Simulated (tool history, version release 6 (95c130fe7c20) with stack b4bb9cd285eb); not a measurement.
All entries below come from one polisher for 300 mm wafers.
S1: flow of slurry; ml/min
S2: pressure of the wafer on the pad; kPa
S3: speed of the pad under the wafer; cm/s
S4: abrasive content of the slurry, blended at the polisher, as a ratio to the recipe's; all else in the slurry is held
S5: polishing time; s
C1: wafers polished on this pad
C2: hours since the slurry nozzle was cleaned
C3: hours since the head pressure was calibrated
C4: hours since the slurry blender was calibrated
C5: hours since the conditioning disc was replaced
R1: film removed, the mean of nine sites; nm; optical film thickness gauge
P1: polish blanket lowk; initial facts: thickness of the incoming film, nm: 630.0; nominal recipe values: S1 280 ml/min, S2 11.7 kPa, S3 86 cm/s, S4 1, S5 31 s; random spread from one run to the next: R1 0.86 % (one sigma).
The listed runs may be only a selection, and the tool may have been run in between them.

run,hour,S1,S2,S3,S4,S5,C1,C2,C3,C4,C5,R1
1,3.9,280,11.7,86,1,31,416,107.6,391.1,328.3,215.8,8.8668
2,10.1,280,11.7,86,1,31,497,113.8,397.3,334.5,222,8.7756
3,14.1,280,11.7,86,1,31,550,117.8,401.3,338.5,226,8.9006
4,19.2,280,9,50,1,31,617,122.9,406.4,343.6,231.1,4.3853
# hour 19.9: slurry nozzle cleaned
5,24.5,170,11.7,86,1,31,687,4.7,411.7,348.9,236.4,8.2924
6,30.9,280,11.7,86,0.5,31,771,11.1,418.1,355.3,242.8,6.0091
7,34.9,280,11.7,86,1,31,824,15.1,422.1,359.3,246.8,8.65
8,40.2,280,17.9,86,1,31,894,20.4,427.4,364.6,252.1,13.446
9,43.9,280,11.7,136,1,31,943,24.1,431.1,368.3,255.8,12.686
10,49.6,170,11.7,86,1.25,31,1018,29.8,436.8,374,261.5,9.2598
11,54.6,280,11.7,46,1,31,1084,34.8,441.8,379,266.5,5.3576
12,58.1,420,11.7,86,1,31,1130,38.3,445.3,382.5,270,9.0664
13,62.9,280,11.7,86,1,14,1193,43.1,450.1,387.3,274.8,3.9678

Expected results for the next run?
14,66.6,280,11.7,86,1.25,31,1242,46.8,453.8,391,278.5,?

Run 14 produced R1 9.7541 nm.
